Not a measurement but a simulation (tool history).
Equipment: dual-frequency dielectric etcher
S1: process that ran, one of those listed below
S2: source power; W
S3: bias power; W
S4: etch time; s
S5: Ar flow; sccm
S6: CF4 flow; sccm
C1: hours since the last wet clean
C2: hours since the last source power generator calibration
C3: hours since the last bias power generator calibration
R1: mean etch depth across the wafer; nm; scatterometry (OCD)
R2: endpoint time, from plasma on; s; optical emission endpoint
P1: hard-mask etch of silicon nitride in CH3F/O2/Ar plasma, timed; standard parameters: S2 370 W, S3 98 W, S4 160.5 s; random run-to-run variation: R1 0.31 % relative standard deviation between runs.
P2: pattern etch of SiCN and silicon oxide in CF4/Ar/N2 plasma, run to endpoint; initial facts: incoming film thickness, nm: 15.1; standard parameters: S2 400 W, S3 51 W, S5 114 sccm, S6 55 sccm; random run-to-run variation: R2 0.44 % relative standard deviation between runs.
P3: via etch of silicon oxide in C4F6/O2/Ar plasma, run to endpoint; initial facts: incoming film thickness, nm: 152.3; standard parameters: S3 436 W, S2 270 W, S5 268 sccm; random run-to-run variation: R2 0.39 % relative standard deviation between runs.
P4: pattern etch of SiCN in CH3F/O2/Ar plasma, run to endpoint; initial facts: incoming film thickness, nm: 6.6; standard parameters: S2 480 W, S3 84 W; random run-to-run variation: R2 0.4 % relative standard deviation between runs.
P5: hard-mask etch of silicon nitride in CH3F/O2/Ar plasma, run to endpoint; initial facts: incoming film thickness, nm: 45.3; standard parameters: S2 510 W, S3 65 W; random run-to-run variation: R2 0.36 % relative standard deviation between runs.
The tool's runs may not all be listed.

run,day,S1,S2,S3,S4,S5,S6,C1,C2,C3,R1,R2
1,0.317,P1,370,98,160.5,,,57.4,635.8,1107.7,117.930,
2,0.546,P5,300,65,,,,62.9,641.3,1113.2,,72.434
3,0.883,P1,510,98,160.5,,,71.0,649.4,1121.3,133.290,
4,1.233,P3,270,351,,268,,79.4,657.8,1129.7,,42.985
5,1.458,P5,510,65,,,,84.8,663.2,1135.1,,59.103
6,1.704,P3,270,436,,268,,90.7,669.1,1141.0,,40.127
7,1.967,P1,370,98,160.5,,,97.0,675.4,1147.3,119.100,
# day 2.138: source power generator calibrated
8,2.275,P2,400,51,,114,55,104.4,3.3,1154.7,,23.530
9,2.571,P2,400,40,,114,55,111.5,10.4,1161.8,,25.346
10,2.779,P2,400,51,,114,38,116.5,15.4,1166.8,,25.298
11,3.025,P1,370,98,160.5,,,122.4,21.3,1172.7,117.990,
12,3.438,P4,480,49,,,,132.3,31.2,1182.6,,19.115
13,3.642,P1,370,137,160.5,,,137.2,36.1,1187.5,134.880,
14,4.075,P1,370,98,160.5,,,147.6,46.5,1197.9,118.310,
15,4.483,P3,270,436,,173,,157.4,56.3,1207.7,,38.131
16,4.833,P4,480,84,,,,165.8,64.7,1216.1,,15.751
17,5.092,P2,400,51,,79,55,172.0,70.9,1222.3,,22.051
18,5.421,P3,200,436,,268,,179.9,78.8,1230.2,,44.556
19,5.617,P2,520,51,,114,55,184.6,83.5,1234.9,,18.627
20,5.812,P1,370,98,160.5,,,189.3,88.2,1239.6,117.550,
21,6.054,P4,630,84,,,,195.1,94.0,1245.4,,14.392
22,6.488,P5,510,46,,,,205.5,104.4,1255.8,,65.939
23,6.725,P1,370,98,96.5,,,211.2,110.1,1261.5,71.208,
24,7.088,P1,370,98,160.5,,,219.9,118.8,1270.2,118.280,
25,7.338,P1,370,98,198.5,,,225.9,124.8,1276.2,146.260,
26,7.750,P4,480,84,,,,235.8,134.7,1286.1,,15.831
27,8.050,P1,230,98,160.5,,,243.0,141.9,1293.3,98.863,
28,8.262,P1,460,98,212.0,,,248.1,147.0,1298.4,170.300,
29,8.688,P1,370,58,160.5,,,258.3,157.2,1308.6,97.969,
30,9.000,P1,370,98,160.5,,,265.8,164.7,1316.1,118.760,
31,9.254,P1,370,98,160.5,,,271.9,170.8,1322.2,117.380,
32,9.662,P1,370,98,160.5,,,281.7,180.6,1332.0,117.460,
33,10.004,P1,370,98,160.5,,,289.9,188.8,1340.2,117.170,
34,10.225,P1,370,98,160.5,,,295.2,194.1,1345.5,116.890,
35,10.583,P1,370,98,160.5,,,303.8,202.7,1354.1,116.460,
# day 10.779: wet clean of the chamber
36,10.908,P1,370,98,160.5,,,3.1,210.5,1361.9,116.000,
37,11.229,P1,370,98,160.5,,,10.8,218.2,1369.6,116.420,
38,11.612,P1,370,98,160.5,,,20.0,227.4,1378.8,116.370,

What P1 gives has crept away from where it was. These 2 causes fit the log equally well, each at the size given:
A: source power that arrives under what is set, % = 4.15
B: bias power that arrives under what is set, % = 4.21
The gradual shift began around day 9.000.
What rules out each remaining cause:
chamber walls in a state that lowers the etch rate, %: serviced at day 10.779, after the drift had started, without restoring the earlier output

Of the 4 check runs below, each run on 2 wafers with the results averaged and each result still a question mark, which one would tell the listed causes apart?
check 1,11.996,P3,270,436,,184,,,,,,?
check 2,11.996,P4,610,52,,,,,,,,?
check 3,11.996,P2,400,42,,114,42,,,,,?
check 4,11.996,P5,320,46,,,,,,,,?

If the cause were each of the candidates in turn, the checks would give the following:
check,result,if A,if B
check 1,R2,39.013,39.029
check 2,R2,17.239,17.186
check 3,R2,27.388,26.766
check 4,R2,80.270,80.019
Per check, the gap between the least separated pair of causes, taken in the result that splits them most: check 1 0.04 %; check 2 0.3 %; check 3 2.3 %; check 4 0.31 %
The causes can be told apart only by check 3. The other checks would give nearly the same results under each of them.

With check 3 done, the readings were: R2 26.904 s. Identify which of the listed causes applies.

It was cause B: bias power that arrives under what is set, %.

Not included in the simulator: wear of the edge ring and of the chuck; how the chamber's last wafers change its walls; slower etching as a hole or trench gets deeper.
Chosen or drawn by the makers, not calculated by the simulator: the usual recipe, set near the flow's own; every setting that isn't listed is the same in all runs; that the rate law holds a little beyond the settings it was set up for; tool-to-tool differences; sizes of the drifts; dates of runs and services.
